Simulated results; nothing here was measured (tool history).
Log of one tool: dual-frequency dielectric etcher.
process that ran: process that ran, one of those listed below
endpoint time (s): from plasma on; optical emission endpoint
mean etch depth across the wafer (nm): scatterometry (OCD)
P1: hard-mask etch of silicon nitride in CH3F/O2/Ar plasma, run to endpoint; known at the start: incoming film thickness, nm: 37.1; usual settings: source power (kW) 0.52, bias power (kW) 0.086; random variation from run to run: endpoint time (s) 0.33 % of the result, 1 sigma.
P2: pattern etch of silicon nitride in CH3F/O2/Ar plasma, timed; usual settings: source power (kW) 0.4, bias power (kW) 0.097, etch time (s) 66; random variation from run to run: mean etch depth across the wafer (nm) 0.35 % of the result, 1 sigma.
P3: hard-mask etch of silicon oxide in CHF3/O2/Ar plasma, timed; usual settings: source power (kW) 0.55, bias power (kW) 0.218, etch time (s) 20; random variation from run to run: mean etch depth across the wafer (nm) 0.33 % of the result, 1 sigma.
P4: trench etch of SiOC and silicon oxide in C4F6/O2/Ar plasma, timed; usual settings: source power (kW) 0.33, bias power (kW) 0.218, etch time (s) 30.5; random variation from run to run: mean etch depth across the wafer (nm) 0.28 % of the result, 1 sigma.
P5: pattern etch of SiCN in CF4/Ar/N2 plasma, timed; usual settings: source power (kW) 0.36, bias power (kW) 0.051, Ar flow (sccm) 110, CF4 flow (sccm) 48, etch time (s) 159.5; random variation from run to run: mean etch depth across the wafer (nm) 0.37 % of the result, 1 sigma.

| run | hour | process that ran | source power (kW) | bias power (kW) | etch time (s) | Ar flow (sccm) | CF4 flow (sccm) | endpoint time (s) | mean etch depth across the wafer (nm) |
|---|---|---|---|---|---|---|---|---|---|
| 1 | 9.2 | P1 | 0.52 | 0.086 |  |  |  | 46.888 |  |
| 2 | 14.6 | P1 | 0.52 | 0.111 |  |  |  | 42.815 |  |
| 3 | 22.2 | P1 | 0.52 | 0.086 |  |  |  | 46.927 |  |
| 4 | 32.8 | P1 | 0.52 | 0.086 |  |  |  | 47.153 |  |
| 5 | 44.4 | P2 | 0.4 | 0.069 | 66 |  |  |  | 46.232 |
| 6 | 50 | P1 | 0.52 | 0.086 |  |  |  | 46.676 |  |
| 7 | 59.3 | P2 | 0.4 | 0.097 | 43.5 |  |  |  | 34.478 |
| 8 | 71.6 | P5 | 0.36 | 0.051 | 159.5 | 110 | 33 |  | 84.551 |
| 9 | 81.9 | P3 | 0.55 | 0.157 | 20 |  |  |  | 37.015 |
| 10 | 93.6 | P1 | 0.52 | 0.086 |  |  |  | 46.776 |  |
|  | 94.3 | wet clean of the chamber |
| 11 | 99.2 | P1 | 0.34 | 0.051 |  |  |  | 65.481 |  |
| 12 | 109.2 | P4 | 0.33 | 0.218 | 30.5 |  |  |  | 58.119 |
| 13 | 115.6 | P4 | 0.33 | 0.218 | 42.5 |  |  |  | 81.088 |
| 14 | 121.6 | P1 | 0.52 | 0.058 |  |  |  | 53.254 |  |
| 15 | 132.4 | P3 | 0.55 | 0.218 | 20 |  |  |  | 41.615 |
| 16 | 139.5 | P5 | 0.36 | 0.051 | 159.5 | 110 | 48 |  | 91.034 |
| 17 | 147.4 | P4 | 0.21 | 0.218 | 30.5 |  |  |  | 48.754 |
| 18 | 156.7 | P5 | 0.36 | 0.051 | 221.5 | 110 | 48 |  | 126.08 |
| 19 | 162.5 | P1 | 0.34 | 0.106 |  |  |  | 51.082 |  |
| 20 | 168.2 | P4 | 0.33 | 0.16 | 30.5 |  |  |  | 52.698 |
| 21 | 178.2 | P5 | 0.36 | 0.051 | 159.5 | 133 | 48 |  | 88.173 |
| 22 | 186.4 | P5 | 0.36 | 0.066 | 159.5 | 110 | 48 |  | 100.14 |
| 23 | 196.7 | P5 | 0.24 | 0.051 | 159.5 | 110 | 48 |  | 63.302 |
| 24 | 202.8 | P1 | 0.71 | 0.086 |  |  |  | 41.779 |  |
| 25 | 208.5 | P3 | 0.76 | 0.218 | 20 |  |  |  | 46.872 |
| 26 | 218.5 | P3 | 0.55 | 0.218 | 14.5 |  |  |  | 30.068 |
| 27 | 226.6 | P1 | 0.38 | 0.086 |  |  |  | 52.399 |  |
| 28 | 232.8 | P3 | 0.55 | 0.218 | 20 |  |  |  | 41.644 |
| 29 | 240 | P2 | 0.4 | 0.097 | 66 |  |  |  | 52.75 |
| 30 | 245.9 | P2 | 0.3 | 0.097 | 66 |  |  |  | 46.847 |
| 31 | 255.6 | P5 | 0.36 | 0.051 | 159.5 | 110 | 48 |  | 90.725 |
| 32 | 265.4 | P1 | 0.52 | 0.086 |  |  |  | 46.705 |  |
| 33 | 273.1 | P1 | 0.52 | 0.086 |  |  |  | 46.875 |  |
| 34 | 283 | P1 | 0.52 | 0.086 |  |  |  | 46.168 |  |
| 35 | 294.7 | P1 | 0.52 | 0.086 |  |  |  | 46.163 |  |
|  | 302.1 | wet clean of the chamber |
| 36 | 302.2 | P1 | 0.52 | 0.086 |  |  |  | 46.127 |  |
| 37 | 311.1 | P1 | 0.52 | 0.086 |  |  |  | 46.284 |  |
| 38 | 318.4 | P1 | 0.52 | 0.086 |  |  |  | 45.897 |  |
| 39 | 329.7 | P1 | 0.52 | 0.086 |  |  |  | 46.043 |  |
| 40 | 338.7 | P1 | 0.52 | 0.086 |  |  |  | 46.391 |  |
| 41 | 347.5 | P1 | 0.52 | 0.086 |  |  |  | 46.193 |  |
| 42 | 356.5 | P1 | 0.52 | 0.086 |  |  |  | 46.074 |  |
| 43 | 368.3 | P1 | 0.52 | 0.086 |  |  |  | 45.954 |  |

What P1 gives has crept away from where it was. These 2 causes fit the log equally well, each at the size given:
A: bias power that arrives over what is set, % = 4.75
B: source power that arrives over what is set, % = 4.41
The creep began at about hour 265.4.
Why every other cause is out:
chamber walls in a state that raises the etch rate, %: serviced at hour 302.1, which brought nothing back

4 check runs are offered, each on 2 wafers whose results are averaged, their results left as question marks. Which one tells the causes apart?
| check 1 | 380.1 | P4 | 0.33 | 0.218 | 30.5 |  |  |  | ? |
| check 2 | 380.1 | P5 | 0.36 | 0.051 | 159.5 | 110 | 48 |  | ? |
| check 3 | 380.1 | P2 | 0.4 | 0.097 | 66 |  |  |  | ? |
| check 4 | 380.1 | P3 | 0.55 | 0.218 | 20 |  |  |  | ? |

What each check would give under each cause:
| check | result | if A | if B |
|---|---|---|---|
| check 1 | mean etch depth across the wafer (nm) | 59.003 | 59.062 |
| check 2 | mean etch depth across the wafer (nm) | 92.54 | 94.526 |
| check 3 | mean etch depth across the wafer (nm) | 53.165 | 53.117 |
| check 4 | mean etch depth across the wafer (nm) | 42.257 | 42.256 |
How far apart the two closest causes lie, in the result that separates them most: check 1 0.1 %; check 2 2.12 %; check 3 0.09 %; check 4 0 %
Only check 2 tells the causes apart: in the others they would give nearly the same result.

Then check 2 was run and gave: mean etch depth across the wafer (nm) 94.462. Which cause is it?

It is B: source power that arrives over what is set, %.
